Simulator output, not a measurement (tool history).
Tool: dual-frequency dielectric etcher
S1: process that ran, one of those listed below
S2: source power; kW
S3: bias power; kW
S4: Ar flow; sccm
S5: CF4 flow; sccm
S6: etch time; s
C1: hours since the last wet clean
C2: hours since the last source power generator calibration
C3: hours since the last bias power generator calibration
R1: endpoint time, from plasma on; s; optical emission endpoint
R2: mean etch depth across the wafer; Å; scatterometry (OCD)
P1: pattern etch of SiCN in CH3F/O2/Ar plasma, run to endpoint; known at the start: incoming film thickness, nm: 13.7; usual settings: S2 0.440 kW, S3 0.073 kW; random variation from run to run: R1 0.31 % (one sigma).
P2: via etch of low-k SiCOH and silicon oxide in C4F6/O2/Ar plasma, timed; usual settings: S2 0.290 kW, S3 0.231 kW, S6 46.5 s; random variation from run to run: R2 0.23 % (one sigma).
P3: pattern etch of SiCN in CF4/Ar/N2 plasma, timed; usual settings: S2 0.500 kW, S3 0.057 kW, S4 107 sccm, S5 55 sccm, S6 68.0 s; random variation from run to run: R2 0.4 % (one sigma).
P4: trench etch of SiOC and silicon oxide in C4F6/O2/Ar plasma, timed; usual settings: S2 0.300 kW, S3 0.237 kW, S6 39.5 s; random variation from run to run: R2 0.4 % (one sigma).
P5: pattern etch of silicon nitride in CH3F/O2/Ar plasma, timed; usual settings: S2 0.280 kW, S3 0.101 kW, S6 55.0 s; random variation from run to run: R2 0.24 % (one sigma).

run,hour,S1,S2,S3,S4,S5,S6,C1,C2,C3,R1,R2
1,3.8,P1,0.440,0.073,,,,389.1,2316.8,1170.1,34.790,
2,8.2,P3,0.500,0.057,107,55,68.0,393.5,2321.2,1174.5,,571.06
3,12.4,P1,0.440,0.073,,,,397.7,2325.4,1178.7,34.735,
4,15.5,P2,0.230,0.231,,,46.5,400.8,2328.5,1181.8,,1078.90
5,18.3,P5,0.340,0.101,,,55.0,403.6,2331.3,1184.6,,415.75
6,21.1,P5,0.280,0.101,,,55.0,406.4,2334.1,1187.4,,386.87
7,23.6,P3,0.500,0.057,107,40,68.0,408.9,2336.6,1189.9,,536.61
8,28.0,P2,0.290,0.231,,,46.5,413.3,2341.0,1194.3,,1182.60
9,32.2,P3,0.500,0.057,107,55,88.5,417.5,2345.2,1198.5,,741.09
10,36.1,P1,0.440,0.073,,,,421.4,2349.1,1202.4,34.651,
11,39.8,P4,0.180,0.237,,,39.5,425.1,2352.8,1206.1,,640.54
12,43.4,P2,0.290,0.179,,,46.5,428.7,2356.4,1209.7,,1079.50
13,46.7,P1,0.540,0.073,,,,432.0,2359.7,1213.0,32.013,
14,48.8,P5,0.280,0.141,,,55.0,434.1,2361.8,1215.1,,438.87
15,52.8,P2,0.290,0.231,,,68.0,438.1,2365.8,1219.1,,1719.00
16,56.0,P1,0.590,0.049,,,,441.3,2369.0,1222.3,35.469,
17,58.9,P3,0.410,0.057,107,55,68.0,444.2,2371.9,1225.2,,477.52
18,63.0,P1,0.440,0.073,,,,448.3,2376.0,1229.3,34.688,
19,66.0,P4,0.300,0.237,,,39.5,451.3,2379.0,1232.3,,767.88
20,68.9,P1,0.440,0.073,,,,454.2,2381.9,1235.2,34.444,
21,72.4,P4,0.300,0.237,,,39.5,457.7,2385.4,1238.7,,774.64
22,76.5,P1,0.440,0.092,,,,461.8,2389.5,1242.8,31.943,
23,79.6,P3,0.500,0.057,74,55,68.0,464.9,2392.6,1245.9,,608.03
# hour 81.8: source power generator calibrated
24,82.8,P1,0.260,0.073,,,,468.1,1.0,1249.1,42.292,
25,86.9,P5,0.280,0.101,,,41.0,472.2,5.1,1253.2,,289.88
26,89.7,P3,0.500,0.073,107,55,68.0,475.0,7.9,1256.0,,623.79

Forecast run 27:
27,93.4,P1,0.330,0.055,,,,478.7,11.6,1259.7,?,

{"run 27": {"R1": 42.582}}

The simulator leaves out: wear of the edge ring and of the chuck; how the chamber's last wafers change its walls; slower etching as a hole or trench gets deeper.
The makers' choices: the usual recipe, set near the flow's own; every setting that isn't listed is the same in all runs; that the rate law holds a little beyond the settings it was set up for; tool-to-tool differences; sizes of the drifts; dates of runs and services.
